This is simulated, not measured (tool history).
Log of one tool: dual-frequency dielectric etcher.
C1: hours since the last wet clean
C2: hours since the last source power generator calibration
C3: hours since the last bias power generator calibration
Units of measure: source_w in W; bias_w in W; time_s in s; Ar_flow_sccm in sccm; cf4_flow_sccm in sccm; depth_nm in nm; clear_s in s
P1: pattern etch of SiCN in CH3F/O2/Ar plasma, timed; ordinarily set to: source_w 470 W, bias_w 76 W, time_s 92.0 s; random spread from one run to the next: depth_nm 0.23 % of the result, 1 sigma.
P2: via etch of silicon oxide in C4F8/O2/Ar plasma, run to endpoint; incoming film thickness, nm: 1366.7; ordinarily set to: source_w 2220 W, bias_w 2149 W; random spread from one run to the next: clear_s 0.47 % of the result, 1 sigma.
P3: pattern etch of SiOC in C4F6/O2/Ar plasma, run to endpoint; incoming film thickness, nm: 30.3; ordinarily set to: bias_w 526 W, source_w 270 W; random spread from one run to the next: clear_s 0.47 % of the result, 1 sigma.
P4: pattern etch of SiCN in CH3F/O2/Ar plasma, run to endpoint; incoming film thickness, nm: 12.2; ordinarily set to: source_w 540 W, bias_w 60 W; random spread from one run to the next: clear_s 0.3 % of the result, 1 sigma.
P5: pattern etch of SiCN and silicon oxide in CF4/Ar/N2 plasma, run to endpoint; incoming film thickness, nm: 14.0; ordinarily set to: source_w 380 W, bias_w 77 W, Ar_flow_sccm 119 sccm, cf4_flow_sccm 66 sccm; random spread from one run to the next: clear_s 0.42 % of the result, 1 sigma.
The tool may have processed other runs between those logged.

Run 1, hour 8.2: process P1, source_w 470 W, bias_w 76 W, time_s 92.0 s; C1 265.4; C2 685.2; C3 1425.1. Result: depth_nm 36.379 nm.
Run 2, hour 12.7: process P2, source_w 3020 W, bias_w 2149 W; C1 269.9; C2 689.7; C3 1429.6. Result: clear_s 236.770 s.
Run 3, hour 20.3: process P1, source_w 470 W, bias_w 76 W, time_s 92.0 s; C1 277.5; C2 697.3; C3 1437.2. Result: depth_nm 36.502 nm.
Run 4, hour 25.8: process P5, source_w 380 W, bias_w 106 W, Ar_flow_sccm 119 sccm, cf4_flow_sccm 66 sccm; C1 283.0; C2 702.8; C3 1442.7. Result: clear_s 17.358 s.
Run 5, hour 34.8: process P1, source_w 470 W, bias_w 76 W, time_s 131.0 s; C1 292.0; C2 711.8; C3 1451.7. Result: depth_nm 51.879 nm.
Run 6, hour 42.7: process P1, source_w 330 W, bias_w 92 W, time_s 92.0 s; C1 299.9; C2 719.7; C3 1459.6. Result: depth_nm 34.100 nm.
Run 7, hour 50.2: process P5, source_w 380 W, bias_w 77 W, Ar_flow_sccm 146 sccm, cf4_flow_sccm 66 sccm; C1 307.4; C2 727.2; C3 1467.1. Result: clear_s 20.171 s.
Run 8, hour 55.3: process P1, source_w 470 W, bias_w 76 W, time_s 92.0 s; C1 312.5; C2 732.3; C3 1472.2. Result: depth_nm 36.418 nm.
Run 9, hour 64.3: process P5, source_w 280 W, bias_w 77 W, Ar_flow_sccm 119 sccm, cf4_flow_sccm 66 sccm; C1 321.5; C2 741.3; C3 1481.2. Result: clear_s 25.290 s.
Run 10, hour 72.4: process P2, source_w 2220 W, bias_w 2149 W; C1 329.6; C2 749.4; C3 1489.3. Result: clear_s 268.410 s.
Run 11, hour 80.9: process P3, source_w 270 W, bias_w 426 W; C1 338.1; C2 757.9; C3 1497.8. Result: clear_s 12.416 s.
Run 12, hour 85.5: process P3, source_w 270 W, bias_w 526 W; C1 342.7; C2 762.5; C3 1502.4. Result: clear_s 11.573 s.
Run 13, hour 91.9: process P4, source_w 540 W, bias_w 40 W; C1 349.1; C2 768.9; C3 1508.8. Result: clear_s 34.742 s.
Run 14, hour 97.1: process P4, source_w 680 W, bias_w 60 W; C1 354.3; C2 774.1; C3 1514.0. Result: clear_s 28.093 s.
Run 15, hour 103.9: process P1, source_w 470 W, bias_w 76 W, time_s 92.0 s; C1 361.1; C2 780.9; C3 1520.8. Result: depth_nm 36.413 nm.
Run 16, hour 111.5: process P1, source_w 470 W, bias_w 76 W, time_s 92.0 s; C1 368.7; C2 788.5; C3 1528.4. Result: depth_nm 36.423 nm.
Run 17, hour 118.1: process P1, source_w 470 W, bias_w 52 W, time_s 92.0 s; C1 375.3; C2 795.1; C3 1535.0. Result: depth_nm 31.972 nm.
Run 18, hour 127.5: process P5, source_w 380 W, bias_w 77 W, Ar_flow_sccm 119 sccm, cf4_flow_sccm 83 sccm; C1 384.7; C2 804.5; C3 1544.4. Result: clear_s 18.944 s.
Run 19, hour 137.0: process P1, source_w 470 W, bias_w 76 W, time_s 50.5 s; C1 394.2; C2 814.0; C3 1553.9. Result: depth_nm 19.929 nm.
Run 20, hour 144.8: process P1, source_w 470 W, bias_w 76 W, time_s 92.0 s; C1 402.0; C2 821.8; C3 1561.7. Result: depth_nm 36.494 nm.
Run 21, hour 149.1: process P5, source_w 380 W, bias_w 77 W, Ar_flow_sccm 119 sccm, cf4_flow_sccm 66 sccm; C1 406.3; C2 826.1; C3 1566.0. Result: clear_s 19.513 s.
Run 22, hour 154.0: process P1, source_w 470 W, bias_w 90 W, time_s 92.0 s; C1 411.2; C2 831.0; C3 1570.9. Result: depth_nm 38.809 nm.
Run 23, hour 161.6: process P4, source_w 540 W, bias_w 60 W; C1 418.8; C2 838.6; C3 1578.5. Result: clear_s 30.663 s.
Run 24, hour 170.6: process P2, source_w 2220 W, bias_w 2536 W; C1 427.8; C2 847.6; C3 1587.5. Result: clear_s 253.860 s.
Run 25, hour 179.7: process P1, source_w 270 W, bias_w 76 W, time_s 92.0 s; C1 436.9; C2 856.7; C3 1596.6. Result: depth_nm 29.530 nm.
Run 26, hour 187.5: process P5, source_w 380 W, bias_w 77 W, Ar_flow_sccm 119 sccm, cf4_flow_sccm 66 sccm; C1 444.7; C2 864.5; C3 1604.4. Result: clear_s 19.697 s.
Run 27, hour 194.5: process P1, source_w 590 W, bias_w 76 W, time_s 92.0 s; C1 451.7; C2 871.5; C3 1611.4. Result: depth_nm 39.765 nm.
Run 28, hour 202.3: process P3, source_w 350 W, bias_w 526 W; C1 459.5; C2 879.3; C3 1619.2. Result: clear_s 10.488 s.
Run 29, hour 210.6: process P1, source_w 470 W, bias_w 76 W, time_s 92.0 s; C1 467.8; C2 887.6; C3 1627.5. Result: depth_nm 36.445 nm.
Run 30, hour 219.5: process P1, source_w 470 W, bias_w 76 W, time_s 92.0 s; C1 476.7; C2 896.5; C3 1636.4. Result: depth_nm 36.362 nm.
Run 31, hour 226.5: process P1, source_w 470 W, bias_w 76 W, time_s 92.0 s; C1 483.7; C2 903.5; C3 1643.4. Result: depth_nm 36.733 nm.
Run 32, hour 235.1: process P1, source_w 470 W, bias_w 76 W, time_s 92.0 s; C1 492.3; C2 912.1; C3 1652.0. Result: depth_nm 36.778 nm.
Run 33, hour 241.3: process P1, source_w 470 W, bias_w 76 W, time_s 92.0 s; C1 498.5; C2 918.3; C3 1658.2. Result: depth_nm 36.905 nm.
Run 34, hour 250.5: process P1, source_w 470 W, bias_w 76 W, time_s 92.0 s; C1 507.7; C2 927.5; C3 1667.4. Result: depth_nm 37.085 nm.
Run 35, hour 255.9: process P1, source_w 470 W, bias_w 76 W, time_s 92.0 s; C1 513.1; C2 932.9; C3 1672.8. Result: depth_nm 37.028 nm.
At hour 256.7: wet clean of the chamber.
Run 36, hour 262.4: process P1, source_w 470 W, bias_w 76 W, time_s 92.0 s; C1 5.8; C2 939.4; C3 1679.3. Result: depth_nm 37.001 nm.
Run 37, hour 268.7: process P1, source_w 470 W, bias_w 76 W, time_s 92.0 s; C1 12.1; C2 945.7; C3 1685.6. Result: depth_nm 37.034 nm.
Run 38, hour 276.8: process P1, source_w 470 W, bias_w 76 W, time_s 92.0 s; C1 20.2; C2 953.8; C3 1693.7. Result: depth_nm 37.158 nm.

Run 39 is up next; what results do you expect?
Run 39, hour 282.0: process P1, source_w 470 W, bias_w 76 W, time_s 92.0 s; C1 25.4; C2 959.0; C3 1698.9. Result: depth_nm ?.

depth_nm: 37.256 nm
